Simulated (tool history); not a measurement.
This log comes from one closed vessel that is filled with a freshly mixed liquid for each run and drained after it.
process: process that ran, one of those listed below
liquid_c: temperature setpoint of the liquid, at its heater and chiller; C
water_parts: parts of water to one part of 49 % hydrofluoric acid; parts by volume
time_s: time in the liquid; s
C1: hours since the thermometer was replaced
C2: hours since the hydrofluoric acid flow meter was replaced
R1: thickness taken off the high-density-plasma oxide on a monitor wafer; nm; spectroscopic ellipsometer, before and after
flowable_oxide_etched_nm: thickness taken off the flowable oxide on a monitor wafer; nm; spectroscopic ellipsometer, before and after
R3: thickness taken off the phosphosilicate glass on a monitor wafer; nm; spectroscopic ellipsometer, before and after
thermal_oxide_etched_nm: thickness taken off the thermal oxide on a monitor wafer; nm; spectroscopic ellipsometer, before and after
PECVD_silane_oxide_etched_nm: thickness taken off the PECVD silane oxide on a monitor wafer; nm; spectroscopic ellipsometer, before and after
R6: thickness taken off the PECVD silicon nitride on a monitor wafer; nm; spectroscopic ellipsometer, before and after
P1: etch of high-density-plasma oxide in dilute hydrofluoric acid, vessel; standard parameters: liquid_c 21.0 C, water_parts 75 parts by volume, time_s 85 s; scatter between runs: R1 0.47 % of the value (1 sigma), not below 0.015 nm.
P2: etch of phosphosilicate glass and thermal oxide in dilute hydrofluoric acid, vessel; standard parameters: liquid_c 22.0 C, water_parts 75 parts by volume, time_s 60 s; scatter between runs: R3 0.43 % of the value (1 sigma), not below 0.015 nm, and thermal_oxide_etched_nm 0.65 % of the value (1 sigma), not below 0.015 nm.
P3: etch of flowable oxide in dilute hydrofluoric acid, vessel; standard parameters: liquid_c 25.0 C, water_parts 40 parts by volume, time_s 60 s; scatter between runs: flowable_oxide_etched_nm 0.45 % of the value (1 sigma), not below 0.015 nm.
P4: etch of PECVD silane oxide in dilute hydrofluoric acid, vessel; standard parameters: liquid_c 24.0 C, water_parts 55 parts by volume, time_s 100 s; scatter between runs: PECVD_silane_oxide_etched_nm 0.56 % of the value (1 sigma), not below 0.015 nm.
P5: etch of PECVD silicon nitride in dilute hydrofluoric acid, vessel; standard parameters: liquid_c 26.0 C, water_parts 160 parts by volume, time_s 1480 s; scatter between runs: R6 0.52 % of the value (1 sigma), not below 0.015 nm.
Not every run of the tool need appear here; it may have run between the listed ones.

run 1 hour=14.3 | process=P1 liquid_c=21.0 water_parts=75 time_s=85 | C1=485.3 C2=624.6 | R1=6.2629
run 2 hour=30.7 | process=P3 liquid_c=25.0 water_parts=20 time_s=60 | C1=501.7 C2=641.0 | flowable_oxide_etched_nm=106.480
run 3 hour=44.3 | process=P1 liquid_c=21.0 water_parts=135 time_s=85 | C1=515.3 C2=654.6 | R1=3.2163
run 4 hour=54.6 | process=P2 liquid_c=22.0 water_parts=75 time_s=60 | C1=525.6 C2=664.9 | R3=153.190 thermal_oxide_etched_nm=3.6482
run 5 hour=70.2 | process=P2 liquid_c=22.0 water_parts=20 time_s=60 | C1=541.2 C2=680.5 | R3=613.440 thermal_oxide_etched_nm=14.8330
run 6 hour=85.6 | process=P1 liquid_c=21.0 water_parts=75 time_s=85 | C1=556.6 C2=695.9 | R1=6.1845
run 7 hour=100.9 | process=P4 liquid_c=24.0 water_parts=55 time_s=100 | C1=571.9 C2=711.2 | PECVD_silane_oxide_etched_nm=46.963
run 8 hour=114.3 | process=P5 liquid_c=26.0 water_parts=95 time_s=1480 | C1=585.3 C2=724.6 | R6=103.440
run 9 hour=130.6 | process=P5 liquid_c=26.0 water_parts=160 time_s=1480 | C1=601.6 C2=740.9 | R6=60.941
run 10 hour=147.8 | process=P3 liquid_c=31.5 water_parts=40 time_s=60 | C1=618.8 C2=758.1 | flowable_oxide_etched_nm=67.450
run 11 hour=159.1 | process=P3 liquid_c=25.0 water_parts=40 time_s=60 | C1=630.1 C2=769.4 | flowable_oxide_etched_nm=51.939
run 12 hour=167.3 | process=P4 liquid_c=24.0 water_parts=55 time_s=145 | C1=638.3 C2=777.6 | PECVD_silane_oxide_etched_nm=67.207
run 13 hour=182.4 | process=P2 liquid_c=29.5 water_parts=75 time_s=60 | C1=653.4 C2=792.7 | R3=204.690 thermal_oxide_etched_nm=4.9831
run 14 hour=198.3 | process=P5 liquid_c=26.0 water_parts=160 time_s=2930 | C1=669.3 C2=808.6 | R6=122.070
run 15 hour=214.1 | process=P2 liquid_c=22.0 water_parts=75 time_s=30 | C1=685.1 C2=824.4 | R3=76.524 thermal_oxide_etched_nm=1.8501
run 16 hour=224.1 | process=P1 liquid_c=17.0 water_parts=40 time_s=85 | C1=695.1 C2=834.4 | R1=10.2010
run 17 hour=233.1 | process=P1 liquid_c=17.0 water_parts=20 time_s=85 | C1=704.1 C2=843.4 | R1=20.7550
run 18 hour=242.7 | process=P1 liquid_c=21.0 water_parts=40 time_s=85 | C1=713.7 C2=853.0 | R1=12.0880
run 19 hour=250.3 | process=P1 liquid_c=29.0 water_parts=75 time_s=85 | C1=721.3 C2=860.6 | R1=8.5821
run 20 hour=263.8 | process=P4 liquid_c=24.0 water_parts=55 time_s=100 | C1=734.8 C2=874.1 | PECVD_silane_oxide_etched_nm=46.157
run 21 hour=277.5 | process=P4 liquid_c=17.5 water_parts=55 time_s=100 | C1=748.5 C2=887.8 | PECVD_silane_oxide_etched_nm=35.276
run 22 hour=293.3 | process=P1 liquid_c=21.0 water_parts=75 time_s=40 | C1=764.3 C2=903.6 | R1=2.9158
run 23 hour=301.2 | process=P4 liquid_c=24.0 water_parts=20 time_s=100 | C1=772.2 C2=911.5 | PECVD_silane_oxide_etched_nm=135.260
run 24 hour=310.6 | process=P5 liquid_c=26.0 water_parts=160 time_s=1480 | C1=781.6 C2=920.9 | R6=61.331
run 25 hour=324.0 | process=P1 liquid_c=21.0 water_parts=75 time_s=85 | C1=795.0 C2=934.3 | R1=6.1563
run 26 hour=333.3 | process=P1 liquid_c=17.0 water_parts=75 time_s=85 | C1=804.3 C2=943.6 | R1=5.1566
run 27 hour=346.1 | process=P1 liquid_c=21.0 water_parts=75 time_s=155 | C1=817.1 C2=956.4 | R1=11.2660
run 28 hour=355.9 | process=P1 liquid_c=21.0 water_parts=75 time_s=85 | C1=826.9 C2=966.2 | R1=6.1782
run 29 hour=372.6 | process=P3 liquid_c=25.0 water_parts=40 time_s=115 | C1=843.6 C2=982.9 | flowable_oxide_etched_nm=98.863
run 30 hour=384.2 | process=P5 liquid_c=33.5 water_parts=160 time_s=1480 | C1=855.2 C2=994.5 | R6=96.079
run 31 hour=395.3 | process=P1 liquid_c=21.0 water_parts=75 time_s=85 | C1=866.3 C2=1005.6 | R1=6.1430
run 32 hour=405.5 | process=P1 liquid_c=21.0 water_parts=75 time_s=85 | C1=876.5 C2=1015.8 | R1=6.0246
run 33 hour=415.6 | process=P1 liquid_c=21.0 water_parts=75 time_s=85 | C1=886.6 C2=1025.9 | R1=5.9455

For run 34, what comes out?
run 34 hour=423.9 | process=P1 liquid_c=21.0 water_parts=75 time_s=85 | C1=894.9 C2=1034.2 | R1=?

R1: 5.8678 nm
